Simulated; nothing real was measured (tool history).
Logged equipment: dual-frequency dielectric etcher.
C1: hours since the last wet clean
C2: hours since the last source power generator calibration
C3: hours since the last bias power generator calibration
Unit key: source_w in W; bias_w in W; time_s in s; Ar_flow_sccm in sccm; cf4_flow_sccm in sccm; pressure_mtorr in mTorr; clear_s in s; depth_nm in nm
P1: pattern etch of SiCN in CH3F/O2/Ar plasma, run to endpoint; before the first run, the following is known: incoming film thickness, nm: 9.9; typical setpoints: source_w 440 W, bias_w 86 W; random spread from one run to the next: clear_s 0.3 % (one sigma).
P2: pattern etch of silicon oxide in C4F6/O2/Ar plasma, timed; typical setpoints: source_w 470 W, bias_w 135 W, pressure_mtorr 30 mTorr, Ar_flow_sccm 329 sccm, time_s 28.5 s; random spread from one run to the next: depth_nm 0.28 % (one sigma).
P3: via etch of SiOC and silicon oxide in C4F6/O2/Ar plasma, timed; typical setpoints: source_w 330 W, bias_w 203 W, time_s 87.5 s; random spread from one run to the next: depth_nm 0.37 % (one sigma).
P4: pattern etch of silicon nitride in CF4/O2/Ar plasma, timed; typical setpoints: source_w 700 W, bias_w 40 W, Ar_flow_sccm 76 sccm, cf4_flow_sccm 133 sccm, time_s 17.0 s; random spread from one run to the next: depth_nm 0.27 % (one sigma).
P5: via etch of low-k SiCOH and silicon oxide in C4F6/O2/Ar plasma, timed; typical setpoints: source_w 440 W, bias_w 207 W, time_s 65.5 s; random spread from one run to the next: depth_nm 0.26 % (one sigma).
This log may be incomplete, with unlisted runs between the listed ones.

run 1 hour=9.7 | process=P1 source_w=440 bias_w=86 | C1=465.6 C2=903.9 C3=1381.8 | clear_s=23.463
run 2 hour=23.2 | process=P5 source_w=440 bias_w=207 time_s=48.0 | C1=479.1 C2=917.4 C3=1395.3 | depth_nm=134.620
run 3 hour=41.6 | process=P4 source_w=700 bias_w=48 time_s=17.0 Ar_flow_sccm=76 cf4_flow_sccm=133 | C1=497.5 C2=935.8 C3=1413.7 | depth_nm=44.653
run 4 hour=54.1 | process=P1 source_w=440 bias_w=86 | C1=510.0 C2=948.3 C3=1426.2 | clear_s=23.395
run 5 hour=70.4 | process=P4 source_w=700 bias_w=40 time_s=17.0 Ar_flow_sccm=76 cf4_flow_sccm=169 | C1=526.3 C2=964.6 C3=1442.5 | depth_nm=43.017
run 6 hour=85.4 | process=P2 source_w=470 bias_w=135 time_s=35.0 Ar_flow_sccm=329 pressure_mtorr=30 | C1=541.3 C2=979.6 C3=1457.5 | depth_nm=107.480
run 7 hour=95.3 | process=P5 source_w=440 bias_w=156 time_s=65.5 | C1=551.2 C2=989.5 C3=1467.4 | depth_nm=167.620
run 8 hour=104.5 | process=P2 source_w=470 bias_w=135 time_s=28.5 Ar_flow_sccm=195 pressure_mtorr=30 | C1=560.4 C2=998.7 C3=1476.6 | depth_nm=92.584
run 9 hour=114.4 | process=P2 source_w=650 bias_w=135 time_s=28.5 Ar_flow_sccm=329 pressure_mtorr=30 | C1=570.3 C2=1008.6 C3=1486.5 | depth_nm=99.460
run 10 hour=124.5 | process=P1 source_w=360 bias_w=86 | C1=580.4 C2=1018.7 C3=1496.6 | clear_s=25.208
run 11 hour=141.1 | process=P5 source_w=440 bias_w=207 time_s=65.5 | C1=597.0 C2=1035.3 C3=1513.2 | depth_nm=183.700
run 12 hour=151.5 | process=P3 source_w=330 bias_w=203 time_s=51.0 | C1=607.4 C2=1045.7 C3=1523.6 | depth_nm=57.545
-- hour=158.3 source power generator calibrated
run 13 hour=161.5 | process=P1 source_w=440 bias_w=61 | C1=617.4 C2=3.3 C3=1533.6 | clear_s=26.477
run 14 hour=174.9 | process=P2 source_w=470 bias_w=135 time_s=28.5 Ar_flow_sccm=329 pressure_mtorr=30 | C1=630.8 C2=16.7 C3=1547.0 | depth_nm=87.484
run 15 hour=185.9 | process=P3 source_w=330 bias_w=203 time_s=87.5 | C1=641.8 C2=27.7 C3=1558.0 | depth_nm=98.863
run 16 hour=201.3 | process=P5 source_w=590 bias_w=207 time_s=65.5 | C1=657.2 C2=43.1 C3=1573.4 | depth_nm=206.720
run 17 hour=210.8 | process=P1 source_w=440 bias_w=86 | C1=666.7 C2=52.6 C3=1582.9 | clear_s=23.330
run 18 hour=219.0 | process=P1 source_w=510 bias_w=69 | C1=674.9 C2=60.8 C3=1591.1 | clear_s=23.861
run 19 hour=227.5 | process=P1 source_w=440 bias_w=86 | C1=683.4 C2=69.3 C3=1599.6 | clear_s=23.476
run 20 hour=240.0 | process=P3 source_w=330 bias_w=203 time_s=87.5 | C1=695.9 C2=81.8 C3=1612.1 | depth_nm=99.146
run 21 hour=249.3 | process=P4 source_w=700 bias_w=40 time_s=9.5 Ar_flow_sccm=76 cf4_flow_sccm=133 | C1=705.2 C2=91.1 C3=1621.4 | depth_nm=23.624
run 22 hour=265.3 | process=P3 source_w=330 bias_w=156 time_s=87.5 | C1=721.2 C2=107.1 C3=1637.4 | depth_nm=90.887
run 23 hour=274.0 | process=P4 source_w=700 bias_w=40 time_s=17.0 Ar_flow_sccm=76 cf4_flow_sccm=133 | C1=729.9 C2=115.8 C3=1646.1 | depth_nm=42.035
run 24 hour=287.0 | process=P2 source_w=470 bias_w=135 time_s=28.5 Ar_flow_sccm=329 pressure_mtorr=42 | C1=742.9 C2=128.8 C3=1659.1 | depth_nm=84.580
run 25 hour=299.9 | process=P4 source_w=940 bias_w=40 time_s=17.0 Ar_flow_sccm=76 cf4_flow_sccm=133 | C1=755.8 C2=141.7 C3=1672.0 | depth_nm=54.679
run 26 hour=316.6 | process=P2 source_w=470 bias_w=84 time_s=28.5 Ar_flow_sccm=329 pressure_mtorr=30 | C1=772.5 C2=158.4 C3=1688.7 | depth_nm=77.175
run 27 hour=330.2 | process=P3 source_w=210 bias_w=203 time_s=87.5 | C1=786.1 C2=172.0 C3=1702.3 | depth_nm=83.617
run 28 hour=339.1 | process=P1 source_w=440 bias_w=86 | C1=795.0 C2=180.9 C3=1711.2 | clear_s=23.449
run 29 hour=356.1 | process=P1 source_w=440 bias_w=86 | C1=812.0 C2=197.9 C3=1728.2 | clear_s=23.382
run 30 hour=371.5 | process=P4 source_w=700 bias_w=40 time_s=17.0 Ar_flow_sccm=99 cf4_flow_sccm=133 | C1=827.4 C2=213.3 C3=1743.6 | depth_nm=41.104
run 31 hour=386.7 | process=P1 source_w=280 bias_w=52 | C1=842.6 C2=228.5 C3=1758.8 | clear_s=33.089
run 32 hour=399.1 | process=P5 source_w=440 bias_w=207 time_s=65.5 | C1=855.0 C2=240.9 C3=1771.2 | depth_nm=184.500
run 33 hour=414.4 | process=P1 source_w=440 bias_w=104 | C1=870.3 C2=256.2 C3=1786.5 | clear_s=21.713
run 34 hour=427.6 | process=P2 source_w=470 bias_w=135 time_s=28.5 Ar_flow_sccm=329 pressure_mtorr=30 | C1=883.5 C2=269.4 C3=1799.7 | depth_nm=87.755
run 35 hour=440.9 | process=P1 source_w=440 bias_w=86 | C1=896.8 C2=282.7 C3=1813.0 | clear_s=23.327
run 36 hour=455.7 | process=P1 source_w=580 bias_w=86 | C1=911.6 C2=297.5 C3=1827.8 | clear_s=21.162
run 37 hour=467.7 | process=P1 source_w=440 bias_w=86 | C1=923.6 C2=309.5 C3=1839.8 | clear_s=23.426
run 38 hour=475.8 | process=P1 source_w=440 bias_w=86 | C1=931.7 C2=317.6 C3=1847.9 | clear_s=23.392
run 39 hour=490.3 | process=P1 source_w=440 bias_w=86 | C1=946.2 C2=332.1 C3=1862.4 | clear_s=23.512
run 40 hour=504.9 | process=P1 source_w=440 bias_w=86 | C1=960.8 C2=346.7 C3=1877.0 | clear_s=23.643
run 41 hour=521.8 | process=P1 source_w=440 bias_w=86 | C1=977.7 C2=363.6 C3=1893.9 | clear_s=23.672
-- hour=537.9 wet clean of the chamber
run 42 hour=540.4 | process=P1 source_w=440 bias_w=86 | C1=2.6 C2=382.2 C3=1912.5 | clear_s=23.784
run 43 hour=556.5 | process=P1 source_w=440 bias_w=86 | C1=18.7 C2=398.3 C3=1928.6 | clear_s=23.673
run 44 hour=574.4 | process=P1 source_w=440 bias_w=86 | C1=36.6 C2=416.2 C3=1946.5 | clear_s=23.698
run 45 hour=582.4 | process=P1 source_w=440 bias_w=86 | C1=44.6 C2=424.2 C3=1954.5 | clear_s=23.779
run 46 hour=590.5 | process=P1 source_w=440 bias_w=86 | C1=52.7 C2=432.3 C3=1962.6 | clear_s=23.751
run 47 hour=602.5 | process=P1 source_w=440 bias_w=86 | C1=64.7 C2=444.3 C3=1974.6 | clear_s=23.710

P1 no longer gives what it gave before; its output has crept away from where it was. The following 2 causes, each at its listed size, fit the log equally well:
A: bias power that arrives under what is set, % = 4.11
B: source power that arrives under what is set, % = 4.01
The onset of the drift is placed at about hour 467.7.
Ruled out, with reasons:
chamber walls in a state that lowers the etch rate, %: its service at hour 537.9 followed the start of the drift and did not put the process back to its old value

Of the 4 check runs listed below, each run on one wafer and each result written as a question mark, which would let you distinguish the listed causes because they would give clearly different results?
run check 1 hour=614.5 | process=P4 source_w=700 bias_w=40 time_s=11.0 Ar_flow_sccm=76 cf4_flow_sccm=133 | depth_nm=?
run check 2 hour=614.5 | process=P5 source_w=540 bias_w=207 time_s=65.5 | depth_nm=?
run check 3 hour=614.5 | process=P2 source_w=470 bias_w=87 time_s=28.5 Ar_flow_sccm=329 pressure_mtorr=30 | depth_nm=?
run check 4 hour=614.5 | process=P3 source_w=220 bias_w=203 time_s=67.5 | depth_nm=?

Check results expected under each cause:
check=check_1 result=depth_nm if_A=26.892 if_B=26.284
check=check_2 result=depth_nm if_A=196.760 if_B=196.250
check=check_3 result=depth_nm if_A=76.861 if_B=76.400
check=check_4 result=depth_nm if_A=64.495 if_B=64.417
Gap, in per cent, between the two causes that each check separates least, read from the result that separates them most: check 1 2.29 %; check 2 0.26 %; check 3 0.6 %; check 4 0.12 %
Check 1 distinguishes between the causes, while the remaining checks would return nearly the same result for all of them.

With check 1 done, the readings were: depth_nm 26.296 nm. Identify which of the listed causes applies.

B is the cause: source power that arrives under what is set, %.
